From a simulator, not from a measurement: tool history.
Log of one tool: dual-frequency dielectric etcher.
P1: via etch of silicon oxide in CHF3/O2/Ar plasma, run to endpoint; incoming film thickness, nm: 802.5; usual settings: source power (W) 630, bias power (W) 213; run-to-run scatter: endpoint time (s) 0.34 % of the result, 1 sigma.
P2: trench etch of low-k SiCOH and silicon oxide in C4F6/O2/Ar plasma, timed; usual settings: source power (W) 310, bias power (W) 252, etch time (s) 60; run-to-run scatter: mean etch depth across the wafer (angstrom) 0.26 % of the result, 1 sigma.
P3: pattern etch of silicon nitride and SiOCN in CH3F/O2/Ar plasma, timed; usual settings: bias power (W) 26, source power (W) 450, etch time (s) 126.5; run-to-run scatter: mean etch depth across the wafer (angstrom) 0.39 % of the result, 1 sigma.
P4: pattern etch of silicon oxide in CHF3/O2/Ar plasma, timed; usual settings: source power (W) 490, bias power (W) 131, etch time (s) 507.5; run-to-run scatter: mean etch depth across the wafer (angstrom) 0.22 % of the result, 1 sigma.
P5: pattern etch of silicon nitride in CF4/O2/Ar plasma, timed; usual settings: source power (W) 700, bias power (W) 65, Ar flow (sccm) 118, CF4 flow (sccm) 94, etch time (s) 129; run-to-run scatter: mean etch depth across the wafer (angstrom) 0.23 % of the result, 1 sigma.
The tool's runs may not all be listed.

run	hour	process that ran	source power (W)	bias power (W)	Ar flow (sccm)	CF4 flow (sccm)	etch time (s)	hours since the last wet clean	hours since the last source power generator calibration	hours since the last bias power generator calibration	endpoint time (s)	mean etch depth across the wafer (angstrom)
1	5.7	P1	630	213				413.3	827.2	835.6	379.62	
2	10.9	P1	430	213				418.5	832.4	840.8	440.3	
3	15.7	P1	630	254				423.3	837.2	845.6	358.35	
4	20.2	P5	700	65	68	94	129	427.8	841.7	850.1		3665.9
5	25.1	P1	890	213				432.7	846.6	855	334.6	
6	30.6	P1	630	149				438.2	852.1	860.5	431.06	
7	34.4	P5	700	65	118	130	129	442	855.9	864.3		3594.8
8	41.5	P4	490	161			507.5	449.1	863	871.4		8938.1
9	45.8	P2	310	252			60	453.4	867.3	875.7		1973.9
10	53.8	P2	310	314			60	461.4	875.3	883.7		2138.7
11	57.6	P1	490	148				465.2	879.1	887.5	475.69	
12	63	P2	200	252			60	470.6	884.5	892.9		1674.2
# hour 68.7: bias power generator calibrated
13	70.4	P1	630	213				478	891.9	1.7	381.13	
14	77.2	P1	630	213				484.8	898.7	8.5	380.99	
15	82.3	P2	310	252			88	489.9	903.8	13.6		2896.9
16	88.4	P4	490	131			507.5	496	909.9	19.7		8360.5
17	94.5	P1	630	213				502.1	916	25.8	381.59	
18	98.5	P2	310	252			60	506.1	920	29.8		1966.7
19	102.3	P4	680	131			507.5	509.9	923.8	33.6		9507
20	106.1	P3	560	26			126.5	513.7	927.6	37.4		201.59
21	113	P5	470	65	118	94	129	520.6	934.5	44.3		2445
22	116.9	P3	450	26			126.5	524.5	938.4	48.2		187.44
23	121.7	P1	630	213				529.3	943.2	53	381.46	

The next listed run, before its measurement:
24	129.7	P4	490	131			368.5	537.3	951.2	61		?

mean etch depth across the wafer (angstrom): 6058.6
